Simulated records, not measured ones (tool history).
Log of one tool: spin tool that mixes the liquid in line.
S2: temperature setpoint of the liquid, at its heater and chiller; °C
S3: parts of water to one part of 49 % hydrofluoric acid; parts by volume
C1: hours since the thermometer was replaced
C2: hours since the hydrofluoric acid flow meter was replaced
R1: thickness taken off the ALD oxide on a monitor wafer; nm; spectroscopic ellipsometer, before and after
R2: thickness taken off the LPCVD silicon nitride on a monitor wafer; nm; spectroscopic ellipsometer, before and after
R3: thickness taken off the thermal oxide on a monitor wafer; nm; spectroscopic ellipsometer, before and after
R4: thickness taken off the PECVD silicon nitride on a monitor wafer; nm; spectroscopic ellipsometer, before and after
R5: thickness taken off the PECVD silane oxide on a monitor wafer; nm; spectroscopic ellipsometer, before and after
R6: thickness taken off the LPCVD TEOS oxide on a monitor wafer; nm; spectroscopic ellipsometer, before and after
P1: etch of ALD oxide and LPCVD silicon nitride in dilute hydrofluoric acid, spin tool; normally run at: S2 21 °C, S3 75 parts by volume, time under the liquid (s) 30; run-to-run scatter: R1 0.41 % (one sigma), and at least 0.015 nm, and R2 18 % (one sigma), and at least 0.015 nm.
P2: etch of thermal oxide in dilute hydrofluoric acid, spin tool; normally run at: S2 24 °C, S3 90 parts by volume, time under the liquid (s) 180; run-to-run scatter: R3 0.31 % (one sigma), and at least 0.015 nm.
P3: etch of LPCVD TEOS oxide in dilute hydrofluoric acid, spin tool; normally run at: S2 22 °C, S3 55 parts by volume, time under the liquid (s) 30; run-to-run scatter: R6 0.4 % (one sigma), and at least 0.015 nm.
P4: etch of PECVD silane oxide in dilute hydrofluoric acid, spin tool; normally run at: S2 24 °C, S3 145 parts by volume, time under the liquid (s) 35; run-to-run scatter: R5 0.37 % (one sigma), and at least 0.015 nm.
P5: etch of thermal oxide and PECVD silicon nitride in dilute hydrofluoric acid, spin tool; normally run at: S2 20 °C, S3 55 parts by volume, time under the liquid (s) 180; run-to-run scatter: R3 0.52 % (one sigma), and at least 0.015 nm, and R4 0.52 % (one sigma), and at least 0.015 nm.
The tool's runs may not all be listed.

Run 1, day 0.2: process that ran P1, S2 21 °C, S3 75 parts by volume, time under the liquid (s) 30; C1 1654.9; C2 266.9. Result: R1 8.9831 nm, R2 0.11673 nm.
Run 2, day 0.529: process that ran P1, S2 21 °C, S3 75 parts by volume, time under the liquid (s) 30; C1 1662.8; C2 274.8. Result: R1 9.0255 nm, R2 0.1257 nm.
Run 3, day 0.75: process that ran P2, S2 24 °C, S3 90 parts by volume, time under the liquid (s) 180; C1 1668.1; C2 280.1. Result: R3 9.5368 nm.
Run 4, day 1.025: process that ran P5, S2 20 °C, S3 55 parts by volume, time under the liquid (s) 350; C1 1674.7; C2 286.7. Result: R3 25.913 nm, R4 8.1819 nm.
Run 5, day 1.267: process that ran P1, S2 21 °C, S3 75 parts by volume, time under the liquid (s) 30; C1 1680.5; C2 292.5. Result: R1 8.9851 nm, R2 0.13169 nm.
Run 6, day 1.479: process that ran P1, S2 21 °C, S3 75 parts by volume, time under the liquid (s) 30; C1 1685.6; C2 297.6. Result: R1 8.9917 nm, R2 0.19474 nm.
Run 7, day 1.646: process that ran P4, S2 20.5 °C, S3 145 parts by volume, time under the liquid (s) 35; C1 1689.6; C2 301.6. Result: R5 9.9399 nm.
Run 8, day 1.8: process that ran P5, S2 20 °C, S3 90 parts by volume, time under the liquid (s) 180; C1 1693.3; C2 305.3. Result: R3 7.894 nm, R4 2.5678 nm.
Run 9, day 2.021: process that ran P1, S2 24.5 °C, S3 75 parts by volume, time under the liquid (s) 50; C1 1698.6; C2 310.6. Result: R1 17.404 nm, R2 0.25016 nm.
Run 10, day 2.308: process that ran P3, S2 29.5 °C, S3 55 parts by volume, time under the liquid (s) 30; C1 1705.5; C2 317.5. Result: R6 13.711 nm.
Run 11, day 2.579: process that ran P1, S2 21 °C, S3 75 parts by volume, time under the liquid (s) 30; C1 1712; C2 324. Result: R1 9.0741 nm, R2 0.15094 nm.
Run 12, day 2.858: process that ran P1, S2 21 °C, S3 75 parts by volume, time under the liquid (s) 30; C1 1718.7; C2 330.7. Result: R1 8.9852 nm, R2 0.13584 nm.
Run 13, day 3.154: process that ran P4, S2 24 °C, S3 240 parts by volume, time under the liquid (s) 35; C1 1725.8; C2 337.8. Result: R5 6.2254 nm.
Run 14, day 3.329: process that ran P3, S2 22 °C, S3 55 parts by volume, time under the liquid (s) 30; C1 1730; C2 342. Result: R6 10.196 nm.
Run 15, day 3.65: process that ran P1, S2 21 °C, S3 75 parts by volume, time under the liquid (s) 30; C1 1737.7; C2 349.7. Result: R1 9.0802 nm, R2 0.15437 nm.
Run 16, day 3.942: process that ran P2, S2 32 °C, S3 90 parts by volume, time under the liquid (s) 180; C1 1744.7; C2 356.7. Result: R3 12.894 nm.
Run 17, day 4.217: process that ran P1, S2 21 °C, S3 75 parts by volume, time under the liquid (s) 50; C1 1751.3; C2 363.3. Result: R1 14.954 nm, R2 0.21805 nm.
Run 18, day 4.517: process that ran P1, S2 21 °C, S3 75 parts by volume, time under the liquid (s) 15; C1 1758.5; C2 370.5. Result: R1 4.5128 nm, R2 0.076254 nm.
Run 19, day 4.758: process that ran P3, S2 22 °C, S3 20 parts by volume, time under the liquid (s) 30; C1 1764.3; C2 376.3. Result: R6 28.989 nm.
Run 20, day 4.946: process that ran P1, S2 25.5 °C, S3 75 parts by volume, time under the liquid (s) 30; C1 1768.8; C2 380.8. Result: R1 10.798 nm, R2 0.19107 nm.
Run 21, day 5.196: process that ran P1, S2 17 °C, S3 75 parts by volume, time under the liquid (s) 30; C1 1774.8; C2 386.8. Result: R1 7.6531 nm, R2 0.12633 nm.

The next listed run, before its measurement:
Run 22, day 5.479: process that ran P5, S2 28 °C, S3 55 parts by volume, time under the liquid (s) 180; C1 1781.6; C2 393.6. Result: R3 ?, R4 ?.

{"run 22": {"R3": 18.646, "R4": 7.1665}}
